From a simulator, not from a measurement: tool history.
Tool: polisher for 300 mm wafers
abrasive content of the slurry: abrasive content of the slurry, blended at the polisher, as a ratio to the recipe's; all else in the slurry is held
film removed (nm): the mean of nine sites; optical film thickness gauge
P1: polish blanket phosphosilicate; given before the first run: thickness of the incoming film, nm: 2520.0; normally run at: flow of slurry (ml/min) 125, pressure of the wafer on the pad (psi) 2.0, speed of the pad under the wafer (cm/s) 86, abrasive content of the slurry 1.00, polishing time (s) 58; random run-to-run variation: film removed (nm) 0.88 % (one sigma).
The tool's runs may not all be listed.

run,day,flow of slurry (ml/min),pressure of the wafer on the pad (psi),speed of the pad under the wafer (cm/s),abrasive content of the slurry,polishing time (s),film removed (nm)
1,0.221,125,2.0,86,1.00,58,317.50
2,0.471,125,1.3,86,1.00,58,207.05
3,0.812,125,2.0,58,1.00,58,232.12
4,1.146,125,2.0,86,1.00,58,313.26
# day 1.233: worn pad replaced by a new one
5,1.496,125,2.0,86,1.00,58,316.07
6,1.738,125,2.0,86,0.60,58,243.81
7,1.967,125,2.0,86,1.00,32,172.62
8,2.188,125,2.0,86,1.00,91,494.07
9,2.408,160,2.0,86,1.00,58,329.39
10,2.692,85,2.0,86,1.30,58,318.51
11,2.971,125,2.0,86,1.35,58,360.31
12,3.138,125,2.0,86,1.00,58,315.87
13,3.379,125,2.0,86,1.00,58,315.58
14,3.600,125,2.0,122,1.00,58,417.14
15,3.912,125,2.6,86,1.00,58,412.15
16,4.162,125,2.0,86,1.00,58,318.09
17,4.446,80,2.0,86,1.00,58,283.39

Predict the results of run 18:
18,4.700,125,2.0,86,1.00,58,?

{"run 18": {"film removed (nm)": 317.2}}

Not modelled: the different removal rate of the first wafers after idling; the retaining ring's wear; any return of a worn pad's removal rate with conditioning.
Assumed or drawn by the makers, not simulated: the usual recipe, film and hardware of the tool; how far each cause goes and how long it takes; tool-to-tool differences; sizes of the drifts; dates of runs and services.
